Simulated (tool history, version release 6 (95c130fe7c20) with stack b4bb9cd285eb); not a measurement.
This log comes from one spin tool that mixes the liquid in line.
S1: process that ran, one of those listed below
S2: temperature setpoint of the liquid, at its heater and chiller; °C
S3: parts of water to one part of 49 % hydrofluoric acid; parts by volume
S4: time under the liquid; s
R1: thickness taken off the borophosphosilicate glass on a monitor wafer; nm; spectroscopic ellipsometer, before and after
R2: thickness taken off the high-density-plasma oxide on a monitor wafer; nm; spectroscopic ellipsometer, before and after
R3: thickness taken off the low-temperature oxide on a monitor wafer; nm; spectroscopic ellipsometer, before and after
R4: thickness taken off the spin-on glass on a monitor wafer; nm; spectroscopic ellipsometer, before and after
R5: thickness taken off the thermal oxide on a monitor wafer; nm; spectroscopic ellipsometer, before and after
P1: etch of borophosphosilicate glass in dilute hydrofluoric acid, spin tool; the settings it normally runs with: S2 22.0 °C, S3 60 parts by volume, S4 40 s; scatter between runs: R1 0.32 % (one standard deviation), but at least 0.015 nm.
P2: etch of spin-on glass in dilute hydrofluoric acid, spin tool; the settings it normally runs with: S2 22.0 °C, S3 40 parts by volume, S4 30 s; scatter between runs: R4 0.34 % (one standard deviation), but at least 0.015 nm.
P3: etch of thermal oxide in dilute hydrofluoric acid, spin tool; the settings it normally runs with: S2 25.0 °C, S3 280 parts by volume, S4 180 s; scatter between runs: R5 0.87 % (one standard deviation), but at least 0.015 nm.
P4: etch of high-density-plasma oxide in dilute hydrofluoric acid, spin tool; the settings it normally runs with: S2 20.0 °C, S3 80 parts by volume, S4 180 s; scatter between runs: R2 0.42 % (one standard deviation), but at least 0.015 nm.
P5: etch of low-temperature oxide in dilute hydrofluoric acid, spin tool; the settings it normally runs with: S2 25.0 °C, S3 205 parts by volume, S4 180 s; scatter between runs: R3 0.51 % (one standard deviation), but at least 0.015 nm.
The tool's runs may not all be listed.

run,hour,S1,S2,S3,S4,R1,R2,R3,R4,R5
1,9.0,P1,22.0,60,40,42.663,,,,
2,19.1,P1,22.0,60,60,64.206,,,,
3,26.0,P1,22.0,60,15,16.083,,,,
4,36.2,P4,20.0,80,330,,32.436,,,
5,45.6,P4,17.0,80,180,,15.607,,,
6,54.9,P5,25.0,205,180,,,27.835,,
7,63.5,P2,22.0,40,50,,,,65.513,
8,75.7,P2,22.0,65,30,,,,23.432,
9,88.2,P5,25.0,205,180,,,27.933,,
10,95.5,P5,25.0,305,180,,,16.828,,
11,103.4,P4,20.0,115,180,,11.907,,,
12,111.2,P1,22.0,90,55,37.799,,,,
13,119.4,P3,25.0,280,180,,,,,2.5633
14,125.3,P1,22.0,60,40,42.792,,,,
15,131.5,P1,22.0,60,40,42.554,,,,
16,139.6,P3,25.0,280,180,,,,,2.5487
17,151.0,P2,22.0,40,30,,,,38.946,
18,156.5,P3,33.0,280,180,,,,,3.3732
19,163.1,P5,25.0,205,350,,,54.910,,
20,171.5,P1,30.0,60,40,58.899,,,,
21,179.0,P1,22.0,60,40,42.734,,,,
22,184.9,P1,22.0,85,40,29.111,,,,
23,195.8,P5,20.0,205,180,,,23.165,,
24,203.1,P2,22.0,40,30,,,,39.124,
25,215.5,P1,22.0,35,40,76.140,,,,
26,227.3,P1,22.0,60,40,42.651,,,,
27,239.7,P4,20.0,80,180,,17.751,,,
28,246.1,P1,22.0,90,55,38.034,,,,
29,256.3,P1,17.0,60,40,34.660,,,,
30,265.5,P3,25.0,50,180,,,,,18.8000
31,272.1,P3,25.0,280,275,,,,,3.9695
32,281.2,P4,20.0,80,180,,17.676,,,
33,287.6,P2,18.5,40,30,,,,33.677,
34,297.7,P1,22.0,60,40,42.923,,,,
35,308.9,P1,22.0,60,40,41.063,,,,
36,318.1,P1,22.0,60,40,40.541,,,,
37,328.5,P1,22.0,60,40,39.823,,,,
38,339.3,P1,22.0,60,40,39.479,,,,
39,345.5,P1,22.0,60,40,39.190,,,,
40,357.8,P1,22.0,60,40,39.052,,,,
41,369.9,P1,22.0,60,40,39.011,,,,
42,377.7,P1,22.0,60,40,39.063,,,,

P1 has crept away from where it was. The log is fitted equally well by each of these 2 causes, at the sizes shown:
A: hydrofluoric acid flow below the setpoint (%) = 8.43
B: liquid colder than its thermometer reads (K) = 2.27
Onset of the creep was near hour 297.7.

Which of the 4 check runs listed below, each an average over 2 wafers with its results shown as question marks, gives clearly different results under the different listed causes?
check 1,385.5,P4,17.0,80,180,,?,,,
check 2,385.5,P5,25.0,275,325,,,?,,
check 3,385.5,P3,25.0,85,245,,,,,?
check 4,385.5,P2,18.5,60,30,,,,?,

Expected result of each check under each candidate cause:
check,result,if A,if B
check 1,R2,14.202,14.173
check 2,R3,31.233,32.292
check 3,R5,13.0850,13.1780
check 4,R4,19.990,19.920
How far apart the two closest causes lie, in the result that separates them most: check 1 0.2 %; check 2 3.34 %; check 3 0.71 %; check 4 0.35 %
The causes can be told apart only by check 2. The other checks would give nearly the same results under each of them.

Here is what check 2 returned: R3 31.324 nm. Which cause is it?

It was cause A: hydrofluoric acid flow below the setpoint (%).
